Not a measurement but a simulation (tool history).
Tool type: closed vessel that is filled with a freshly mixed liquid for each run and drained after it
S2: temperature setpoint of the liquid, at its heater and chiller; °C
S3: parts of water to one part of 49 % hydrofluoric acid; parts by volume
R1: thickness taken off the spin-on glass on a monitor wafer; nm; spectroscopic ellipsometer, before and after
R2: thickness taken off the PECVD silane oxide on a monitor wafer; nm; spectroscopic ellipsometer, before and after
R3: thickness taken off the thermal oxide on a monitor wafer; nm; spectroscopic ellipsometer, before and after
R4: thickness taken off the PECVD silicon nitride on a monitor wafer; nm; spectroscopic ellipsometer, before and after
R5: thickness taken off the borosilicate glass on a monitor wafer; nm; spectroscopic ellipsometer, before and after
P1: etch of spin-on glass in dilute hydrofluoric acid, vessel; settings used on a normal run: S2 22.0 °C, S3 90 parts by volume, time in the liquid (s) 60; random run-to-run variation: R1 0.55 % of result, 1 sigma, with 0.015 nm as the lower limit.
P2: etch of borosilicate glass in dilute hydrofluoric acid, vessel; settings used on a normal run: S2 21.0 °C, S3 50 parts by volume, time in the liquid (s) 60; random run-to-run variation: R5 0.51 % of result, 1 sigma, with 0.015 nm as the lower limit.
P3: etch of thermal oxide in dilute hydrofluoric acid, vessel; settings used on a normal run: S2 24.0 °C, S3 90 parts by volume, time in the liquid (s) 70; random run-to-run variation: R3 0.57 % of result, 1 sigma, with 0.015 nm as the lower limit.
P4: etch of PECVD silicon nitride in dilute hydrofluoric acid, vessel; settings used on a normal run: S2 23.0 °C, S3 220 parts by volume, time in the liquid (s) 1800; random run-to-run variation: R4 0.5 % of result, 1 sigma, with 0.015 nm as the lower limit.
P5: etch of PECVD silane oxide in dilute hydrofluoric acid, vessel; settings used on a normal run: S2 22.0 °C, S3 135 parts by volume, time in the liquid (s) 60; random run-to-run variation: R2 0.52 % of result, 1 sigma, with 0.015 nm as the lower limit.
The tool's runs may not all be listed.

Run 1, day 0.371: process that ran P1, S2 22.0 °C, S3 90 parts by volume, time in the liquid (s) 60. Result: R1 34.883 nm.
Run 2, day 0.954: process that ran P1, S2 22.0 °C, S3 90 parts by volume, time in the liquid (s) 115. Result: R1 66.306 nm.
Run 3, day 1.479: process that ran P5, S2 22.0 °C, S3 250 parts by volume, time in the liquid (s) 60. Result: R2 5.0472 nm.
Run 4, day 1.983: process that ran P1, S2 22.0 °C, S3 90 parts by volume, time in the liquid (s) 60. Result: R1 34.728 nm.
Run 5, day 2.562: process that ran P1, S2 28.0 °C, S3 45 parts by volume, time in the liquid (s) 60. Result: R1 93.981 nm.
Run 6, day 2.933: process that ran P3, S2 24.0 °C, S3 90 parts by volume, time in the liquid (s) 70. Result: R3 4.1801 nm.
Run 7, day 3.238: process that ran P4, S2 23.0 °C, S3 220 parts by volume, time in the liquid (s) 1800. Result: R4 23.058 nm.
Run 8, day 3.892: process that ran P4, S2 17.0 °C, S3 220 parts by volume, time in the liquid (s) 1800. Result: R4 15.703 nm.
Run 9, day 4.375: process that ran P1, S2 22.0 °C, S3 90 parts by volume, time in the liquid (s) 60. Result: R1 34.765 nm.
Run 10, day 4.688: process that ran P1, S2 22.0 °C, S3 130 parts by volume, time in the liquid (s) 60. Result: R1 22.857 nm.
Run 11, day 5.242: process that ran P5, S2 22.0 °C, S3 135 parts by volume, time in the liquid (s) 105. Result: R2 18.1160 nm.
Run 12, day 5.883: process that ran P1, S2 17.0 °C, S3 90 parts by volume, time in the liquid (s) 85. Result: R1 39.972 nm.
Run 13, day 6.171: process that ran P1, S2 29.5 °C, S3 90 parts by volume, time in the liquid (s) 60. Result: R1 46.904 nm.
Run 14, day 6.671: process that ran P3, S2 30.5 °C, S3 90 parts by volume, time in the liquid (s) 70. Result: R3 5.3742 nm.
Run 15, day 7.312: process that ran P1, S2 22.0 °C, S3 20 parts by volume, time in the liquid (s) 60. Result: R1 170.870 nm.
Run 16, day 7.846: process that ran P5, S2 29.5 °C, S3 135 parts by volume, time in the liquid (s) 60. Result: R2 13.9350 nm.
Run 17, day 8.454: process that ran P4, S2 23.0 °C, S3 330 parts by volume, time in the liquid (s) 1800. Result: R4 15.527 nm.
Run 18, day 8.892: process that ran P1, S2 22.0 °C, S3 90 parts by volume, time in the liquid (s) 60. Result: R1 34.611 nm.
Run 19, day 9.438: process that ran P3, S2 24.0 °C, S3 125 parts by volume, time in the liquid (s) 70. Result: R3 2.8863 nm.
Run 20, day 10.054: process that ran P4, S2 23.0 °C, S3 220 parts by volume, time in the liquid (s) 1800. Result: R4 22.998 nm.
Run 21, day 10.542: process that ran P4, S2 23.0 °C, S3 220 parts by volume, time in the liquid (s) 935. Result: R4 12.001 nm.
Run 22, day 10.988: process that ran P5, S2 22.0 °C, S3 135 parts by volume, time in the liquid (s) 60. Result: R2 10.4880 nm.
Run 23, day 11.562: process that ran P1, S2 22.0 °C, S3 90 parts by volume, time in the liquid (s) 60. Result: R1 34.790 nm.
Run 24, day 11.938: process that ran P1, S2 22.0 °C, S3 90 parts by volume, time in the liquid (s) 30. Result: R1 17.402 nm.
Run 25, day 12.417: process that ran P1, S2 17.0 °C, S3 90 parts by volume, time in the liquid (s) 60. Result: R1 28.130 nm.
Run 26, day 12.821: process that ran P1, S2 22.0 °C, S3 90 parts by volume, time in the liquid (s) 60. Result: R1 34.517 nm.
Run 27, day 13.375: process that ran P2, S2 17.0 °C, S3 50 parts by volume, time in the liquid (s) 60. Result: R5 52.654 nm.
Run 28, day 13.933: process that ran P3, S2 24.0 °C, S3 90 parts by volume, time in the liquid (s) 135. Result: R3 8.0513 nm.
Run 29, day 14.383: process that ran P3, S2 24.0 °C, S3 90 parts by volume, time in the liquid (s) 70. Result: R3 4.1769 nm.
Run 30, day 15.025: process that ran P2, S2 21.0 °C, S3 50 parts by volume, time in the liquid (s) 60. Result: R5 62.607 nm.
Run 31, day 15.321: process that ran P2, S2 21.0 °C, S3 50 parts by volume, time in the liquid (s) 30. Result: R5 30.999 nm.
Run 32, day 15.642: process that ran P2, S2 21.0 °C, S3 85 parts by volume, time in the liquid (s) 60. Result: R5 34.931 nm.
Run 33, day 16.238: process that ran P1, S2 22.0 °C, S3 90 parts by volume, time in the liquid (s) 60. Result: R1 34.737 nm.
Run 34, day 16.812: process that ran P1, S2 22.0 °C, S3 90 parts by volume, time in the liquid (s) 60. Result: R1 36.487 nm.
Run 35, day 17.254: process that ran P1, S2 22.0 °C, S3 90 parts by volume, time in the liquid (s) 60. Result: R1 37.388 nm.
Run 36, day 17.750: process that ran P1, S2 22.0 °C, S3 90 parts by volume, time in the liquid (s) 60. Result: R1 37.096 nm.
Run 37, day 18.200: process that ran P1, S2 22.0 °C, S3 90 parts by volume, time in the liquid (s) 60. Result: R1 37.702 nm.
Run 38, day 18.521: process that ran P1, S2 22.0 °C, S3 90 parts by volume, time in the liquid (s) 60. Result: R1 37.694 nm.
Run 39, day 19.092: process that ran P1, S2 22.0 °C, S3 90 parts by volume, time in the liquid (s) 60. Result: R1 37.816 nm.

What P1 gives has crept off from where it sat before. The 2 causes that follow fit the log equally well, each at the size noted:
A: liquid hotter than its thermometer reads (K) = 2.11
B: hydrofluoric acid flow above the setpoint (%) = 7.97
Creep in the process output first set in at about day 16.238.

Consider the 4 single-wafer check runs listed below, results given as question marks: which one distinguishes between the causes by giving clearly different results for each?
Run check 1, day 19.662: process that ran P2, S2 21.0 °C, S3 50 parts by volume, time in the liquid (s) 60. Result: R5 ?.
Run check 2, day 19.662: process that ran P3, S2 24.0 °C, S3 90 parts by volume, time in the liquid (s) 70. Result: R3 ?.
Run check 3, day 19.662: process that ran P4, S2 23.0 °C, S3 220 parts by volume, time in the liquid (s) 1800. Result: R4 ?.
Run check 4, day 19.662: process that ran P5, S2 22.0 °C, S3 135 parts by volume, time in the liquid (s) 60. Result: R2 ?.

Predicted outcomes, by check and by cause:
  check  result     if A     if B
check 1      R5   67.992   67.521
check 2      R3   4.5295   4.5365
check 3      R4   26.277   24.825
check 4      R2  11.3210  11.3850
Minimum pairwise separation of causes per check, each pair taken at its best-separating result: check 1 0.7 %; check 2 0.15 %; check 3 5.68 %; check 4 0.56 %
Check 3 tells the causes apart: in the others they would give nearly the same result.

Check 3 was then run and gave: R4 24.825 nm. Which cause is it?

Of the candidate causes, it is B: hydrofluoric acid flow above the setpoint (%).

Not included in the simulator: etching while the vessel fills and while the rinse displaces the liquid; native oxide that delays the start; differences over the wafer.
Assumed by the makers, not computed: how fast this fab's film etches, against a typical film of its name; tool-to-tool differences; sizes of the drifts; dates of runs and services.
